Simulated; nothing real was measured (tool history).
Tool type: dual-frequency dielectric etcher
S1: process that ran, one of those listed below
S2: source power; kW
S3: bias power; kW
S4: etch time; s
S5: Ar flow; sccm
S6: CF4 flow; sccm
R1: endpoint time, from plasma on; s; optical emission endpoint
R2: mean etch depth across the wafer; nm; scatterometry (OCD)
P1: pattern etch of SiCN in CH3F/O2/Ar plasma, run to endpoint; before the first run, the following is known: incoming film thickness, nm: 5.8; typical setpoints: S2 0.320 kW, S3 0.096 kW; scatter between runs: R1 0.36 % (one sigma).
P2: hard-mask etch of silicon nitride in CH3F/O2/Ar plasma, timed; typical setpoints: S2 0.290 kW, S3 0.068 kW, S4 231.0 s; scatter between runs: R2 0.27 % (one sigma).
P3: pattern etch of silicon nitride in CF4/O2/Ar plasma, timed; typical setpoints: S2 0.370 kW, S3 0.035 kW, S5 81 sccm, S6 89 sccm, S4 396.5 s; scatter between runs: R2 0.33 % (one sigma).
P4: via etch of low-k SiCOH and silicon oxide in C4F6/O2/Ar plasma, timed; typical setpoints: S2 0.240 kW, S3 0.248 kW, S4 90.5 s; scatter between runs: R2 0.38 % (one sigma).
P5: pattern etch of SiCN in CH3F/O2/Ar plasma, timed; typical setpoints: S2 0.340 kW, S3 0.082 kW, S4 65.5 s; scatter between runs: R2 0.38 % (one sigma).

Run 1, hour 9.2: S1 P1, S2 0.320 kW, S3 0.096 kW. Result: R1 15.560 s.
Run 2, hour 17.9: S1 P1, S2 0.240 kW, S3 0.128 kW. Result: R1 15.397 s.
Run 3, hour 24.7: S1 P4, S2 0.240 kW, S3 0.248 kW, S4 90.5 s. Result: R2 226.010 nm.
Run 4, hour 31.3: S1 P5, S2 0.470 kW, S3 0.082 kW, S4 65.5 s. Result: R2 26.452 nm.
Run 5, hour 39.2: S1 P1, S2 0.230 kW, S3 0.079 kW. Result: R1 18.990 s.
At hour 40.2: wet clean of the chamber.
Run 6, hour 49.5: S1 P1, S2 0.320 kW, S3 0.096 kW. Result: R1 15.537 s.
Run 7, hour 56.5: S1 P3, S2 0.370 kW, S3 0.035 kW, S4 573.0 s, S5 81 sccm, S6 89 sccm. Result: R2 776.680 nm.
Run 8, hour 68.7: S1 P1, S2 0.200 kW, S3 0.096 kW. Result: R1 18.440 s.
Run 9, hour 81.9: S1 P3, S2 0.370 kW, S3 0.035 kW, S4 396.5 s, S5 81 sccm, S6 89 sccm. Result: R2 538.370 nm.
Run 10, hour 89.4: S1 P5, S2 0.340 kW, S3 0.082 kW, S4 40.0 s. Result: R2 14.204 nm.
Run 11, hour 97.7: S1 P1, S2 0.390 kW, S3 0.121 kW. Result: R1 13.250 s.
Run 12, hour 105.7: S1 P2, S2 0.290 kW, S3 0.053 kW, S4 231.0 s. Result: R2 133.250 nm.
Run 13, hour 112.3: S1 P4, S2 0.240 kW, S3 0.248 kW, S4 128.0 s. Result: R2 324.460 nm.
Run 14, hour 123.2: S1 P3, S2 0.370 kW, S3 0.050 kW, S4 396.5 s, S5 81 sccm, S6 89 sccm. Result: R2 606.940 nm.
Run 15, hour 135.8: S1 P1, S2 0.320 kW, S3 0.096 kW. Result: R1 15.666 s.
Run 16, hour 143.0: S1 P4, S2 0.240 kW, S3 0.248 kW, S4 90.5 s. Result: R2 226.510 nm.
Run 17, hour 149.4: S1 P4, S2 0.240 kW, S3 0.333 kW, S4 90.5 s. Result: R2 252.820 nm.
Run 18, hour 162.4: S1 P2, S2 0.290 kW, S3 0.068 kW, S4 231.0 s. Result: R2 145.040 nm.
Run 19, hour 173.3: S1 P1, S2 0.320 kW, S3 0.132 kW. Result: R1 13.838 s.
Run 20, hour 181.2: S1 P3, S2 0.470 kW, S3 0.035 kW, S4 396.5 s, S5 81 sccm, S6 89 sccm. Result: R2 663.530 nm.
Run 21, hour 188.0: S1 P2, S2 0.350 kW, S3 0.068 kW, S4 231.0 s. Result: R2 155.590 nm.
Run 22, hour 199.4: S1 P2, S2 0.290 kW, S3 0.068 kW, S4 140.5 s. Result: R2 88.201 nm.
Run 23, hour 207.6: S1 P3, S2 0.370 kW, S3 0.035 kW, S4 396.5 s, S5 50 sccm, S6 89 sccm. Result: R2 569.570 nm.
At hour 217.1: bias power generator calibrated.
Run 24, hour 217.2: S1 P1, S2 0.320 kW, S3 0.096 kW. Result: R1 15.514 s.
Run 25, hour 229.4: S1 P5, S2 0.340 kW, S3 0.082 kW, S4 65.5 s. Result: R2 23.422 nm.
Run 26, hour 238.3: S1 P5, S2 0.340 kW, S3 0.111 kW, S4 65.5 s. Result: R2 26.330 nm.
Run 27, hour 247.8: S1 P4, S2 0.320 kW, S3 0.248 kW, S4 90.5 s. Result: R2 254.600 nm.
Run 28, hour 253.9: S1 P3, S2 0.370 kW, S3 0.035 kW, S4 396.5 s, S5 81 sccm, S6 89 sccm. Result: R2 538.480 nm.
Run 29, hour 265.9: S1 P1, S2 0.430 kW, S3 0.096 kW. Result: R1 14.019 s.
Run 30, hour 274.4: S1 P1, S2 0.320 kW, S3 0.060 kW. Result: R1 18.372 s.
Run 31, hour 281.1: S1 P3, S2 0.370 kW, S3 0.035 kW, S4 396.5 s, S5 81 sccm, S6 117 sccm. Result: R2 554.930 nm.
Run 32, hour 293.6: S1 P1, S2 0.320 kW, S3 0.096 kW. Result: R1 15.617 s.
Run 33, hour 301.6: S1 P1, S2 0.320 kW, S3 0.096 kW. Result: R1 15.731 s.
Run 34, hour 313.1: S1 P1, S2 0.320 kW, S3 0.096 kW. Result: R1 15.835 s.
Run 35, hour 321.5: S1 P1, S2 0.320 kW, S3 0.096 kW. Result: R1 15.791 s.
Run 36, hour 330.6: S1 P1, S2 0.320 kW, S3 0.096 kW. Result: R1 15.822 s.
Run 37, hour 337.2: S1 P1, S2 0.320 kW, S3 0.096 kW. Result: R1 15.996 s.
At hour 341.7: wet clean of the chamber.
Run 38, hour 344.4: S1 P1, S2 0.320 kW, S3 0.096 kW. Result: R1 15.899 s.
Run 39, hour 357.2: S1 P1, S2 0.320 kW, S3 0.096 kW. Result: R1 15.892 s.
Run 40, hour 367.1: S1 P1, S2 0.320 kW, S3 0.096 kW. Result: R1 15.812 s.

What P1 gives has crept off from where it sat before. The 2 causes that follow fit the log equally well, each at the size noted:
A: bias power that arrives under what is set, % = 4.69
B: source power that arrives under what is set, % = 4.82
Onset of the creep was near hour 293.6.
Every other cause this tool's parts could produce, and why it does not fit the log:
chamber walls in a state that lowers the etch rate, %: work on it at hour 341.7, done after the drift set in, did not restore what the process gave before

Listed below are the offered check runs, one wafer per run, with question marks in place of results. For which of them would the causes give clearly different outcomes?
Run check 1, hour 377.0: S1 P5, S2 0.340 kW, S3 0.082 kW, S4 65.5 s. Result: R2 ?.
Run check 2, hour 377.0: S1 P4, S2 0.240 kW, S3 0.248 kW, S4 90.5 s. Result: R2 ?.
Run check 3, hour 377.0: S1 P3, S2 0.370 kW, S3 0.035 kW, S4 396.5 s, S5 81 sccm, S6 89 sccm. Result: R2 ?.
Run check 4, hour 377.0: S1 P2, S2 0.290 kW, S3 0.068 kW, S4 231.0 s. Result: R2 ?.

What each check would give under each cause:
  check  result     if A     if B
check 1      R2   23.015   22.997
check 2      R2  223.880  223.430
check 3      R2  527.760  513.830
check 4      R2  142.540  142.250
Per check, the gap between the least separated pair of causes, taken in the result that splits them most: check 1 0.08 %; check 2 0.2 %; check 3 2.67 %; check 4 0.21 %
Check 3 tells the causes apart: in the others they would give nearly the same result.

Check 3 was then run and gave: R2 527.610 nm. Which cause is it?

A is the cause: bias power that arrives under what is set, %.
